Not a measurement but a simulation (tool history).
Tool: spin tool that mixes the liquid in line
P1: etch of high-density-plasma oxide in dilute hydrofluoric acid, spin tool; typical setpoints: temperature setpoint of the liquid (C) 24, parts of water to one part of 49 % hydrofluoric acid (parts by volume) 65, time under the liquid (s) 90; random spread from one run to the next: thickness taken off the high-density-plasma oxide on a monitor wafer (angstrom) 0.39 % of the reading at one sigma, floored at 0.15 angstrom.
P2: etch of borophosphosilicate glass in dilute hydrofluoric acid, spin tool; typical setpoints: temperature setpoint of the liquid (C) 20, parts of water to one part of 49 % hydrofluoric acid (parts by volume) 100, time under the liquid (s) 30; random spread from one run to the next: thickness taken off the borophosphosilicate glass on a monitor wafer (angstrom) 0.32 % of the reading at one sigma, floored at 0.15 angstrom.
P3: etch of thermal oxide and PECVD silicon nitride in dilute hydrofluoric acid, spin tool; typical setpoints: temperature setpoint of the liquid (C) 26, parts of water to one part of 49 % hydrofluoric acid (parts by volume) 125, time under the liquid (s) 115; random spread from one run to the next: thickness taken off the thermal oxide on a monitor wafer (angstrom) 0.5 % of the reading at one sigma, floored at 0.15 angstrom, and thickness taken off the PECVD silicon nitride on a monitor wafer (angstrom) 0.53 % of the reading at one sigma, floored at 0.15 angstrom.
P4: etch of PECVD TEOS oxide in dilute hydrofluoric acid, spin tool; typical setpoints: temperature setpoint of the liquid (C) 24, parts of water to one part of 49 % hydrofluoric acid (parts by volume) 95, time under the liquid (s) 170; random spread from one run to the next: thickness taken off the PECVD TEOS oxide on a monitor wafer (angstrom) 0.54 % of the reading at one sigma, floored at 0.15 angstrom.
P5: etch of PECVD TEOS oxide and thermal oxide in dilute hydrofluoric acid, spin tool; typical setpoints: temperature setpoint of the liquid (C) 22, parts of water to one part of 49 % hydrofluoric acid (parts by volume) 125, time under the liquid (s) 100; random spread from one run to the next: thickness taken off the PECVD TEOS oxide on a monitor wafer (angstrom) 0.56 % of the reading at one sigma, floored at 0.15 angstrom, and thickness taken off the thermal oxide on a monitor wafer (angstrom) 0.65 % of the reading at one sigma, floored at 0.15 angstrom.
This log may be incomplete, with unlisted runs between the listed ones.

run	hour	process that ran	temperature setpoint of the liquid (C)	parts of water to one part of 49 % hydrofluoric acid (parts by volume)	time under the liquid (s)	hours since the thermometer was replaced	hours since the hydrofluoric acid flow meter was replaced	thickness taken off the high-density-plasma oxide on a monitor wafer (angstrom)	thickness taken off the thermal oxide on a monitor wafer (angstrom)	thickness taken off the PECVD silicon nitride on a monitor wafer (angstrom)	thickness taken off the PECVD TEOS oxide on a monitor wafer (angstrom)	thickness taken off the borophosphosilicate glass on a monitor wafer (angstrom)
1	12.9	P1	24	65	90	1110.9	263.2	81.096				
2	20.6	P3	20.5	125	115	1118.6	270.9		35.948	32.866		
3	27.4	P1	24	65	90	1125.4	277.7	81.771				
4	35.1	P3	26	125	115	1133.1	285.4		44.577	47.277		
5	45.3	P3	26	125	115	1143.3	295.6		45.093	46.853		
6	53.5	P1	24	65	90	1151.5	303.8	81.417				
7	65.4	P4	24	25	170	1163.4	315.7				639.61	
8	73.5	P1	24	65	160	1171.5	323.8	145.61				
9	88.3	P5	22	125	100	1186.3	338.6		33.063		61.159	
10	97.3	P3	26	225	115	1195.3	347.6		22.293	26.059		
11	105.3	P1	19.5	65	90	1203.3	355.6	68.007				
12	113.7	P5	22	125	100	1211.7	364		33.458		62.326	
13	121.8	P1	24	65	90	1219.8	372.1	81.847				
14	136	P5	22	195	100	1234	386.3		19.994		36.914	
15	148.3	P3	26	125	30	1246.3	398.6		11.939	12.123		
16	159.8	P2	20	100	30	1257.8	410.1					189.28
17	169.7	P2	24	100	30	1267.7	420					223.61
18	178.8	P1	24	65	90	1276.8	429.1	81.905				
19	191.5	P4	24	95	170	1289.5	441.8				153.93	
20	206.6	P4	24	95	275	1304.6	456.9				248.78	
21	217.1	P2	20	50	30	1315.1	467.4					404.99
22	226.5	P2	20	100	55	1324.5	476.8					352.07
23	237.8	P1	24	35	90	1335.8	488.1	157.35				
24	250.7	P1	24	65	90	1348.7	501	81.907				
25	263.7	P5	22	125	200	1361.7	514		67.259		123.34	
26	275	P1	24	100	90	1373	525.3	51.024				
27	284.6	P4	19	95	170	1382.6	534.9				125.28	
28	293.7	P1	24	90	30	1391.7	544	18.97				
29	301.9	P1	24	65	90	1399.9	552.2	82.635				
30	309.3	P1	30.5	65	90	1407.3	559.6	106.38				
31	324.6	P5	17	125	100	1422.6	574.9		27.514		50.531	
32	331.4	P1	24	65	15	1429.4	581.7	13.548				
33	342.8	P1	24	65	90	1440.8	593.1	82.357				
34	351.5	P1	24	65	90	1449.5	601.8	80.075				
35	365	P1	24	65	90	1463	615.3	77.91				
36	378.1	P1	24	65	90	1476.1	628.4	77.24				
37	391.7	P1	24	65	90	1489.7	642	77.117				
38	400.7	P1	24	65	90	1498.7	651	75.735				
39	415.5	P1	24	65	90	1513.5	665.8	75.635				
40	425.5	P1	24	65	90	1523.5	675.8	76.235				
41	441.1	P1	24	65	90	1539.1	691.4	75.737				
42	451.3	P1	24	65	90	1549.3	701.6	75.393				

P1 has crept away from where it was. The log is fitted equally well by each of these 2 causes, at the sizes shown:
A: liquid colder than its thermometer reads (K) = 1.89
B: hydrofluoric acid flow below the setpoint (%) = 6.88
Onset of the creep was near hour 342.8.

The check runs listed below each take one wafer, and their results are still question marks. Under which run would the listed causes lead to clearly different results?
check 1	461.5	P5	22	125	100				?		?	
check 2	461.5	P3	26	125	115				?	?		
check 3	461.5	P2	20	100	30							?
check 4	461.5	P4	24	95	170						?	

Expected result of each check under each candidate cause:
check	result	if A	if B
check 1	thickness taken off the thermal oxide on a monitor wafer (angstrom)	31.11	30.923
check 1	thickness taken off the PECVD TEOS oxide on a monitor wafer (angstrom)	56.958	56.615
check 2	thickness taken off the thermal oxide on a monitor wafer (angstrom)	41.79	41.378
check 2	thickness taken off the PECVD silicon nitride on a monitor wafer (angstrom)	41.413	43.583
check 3	thickness taken off the borophosphosilicate glass on a monitor wafer (angstrom)	176.56	176.35
check 4	thickness taken off the PECVD TEOS oxide on a monitor wafer (angstrom)	142.26	141.67
How far apart the two closest causes lie, in the result that separates them most: check 1 0.6 %; check 2 5.11 %; check 3 0.12 %; check 4 0.41 %
Only in check 2 would the causes give clearly different results; in the remaining checks their results would be nearly the same.

Check 2 has now been run. It gave: thickness taken off the thermal oxide on a monitor wafer (angstrom) 41.503; thickness taken off the PECVD silicon nitride on a monitor wafer (angstrom) 41.178. Which of the candidate causes is it?

The cause is A: liquid colder than its thermometer reads (K).
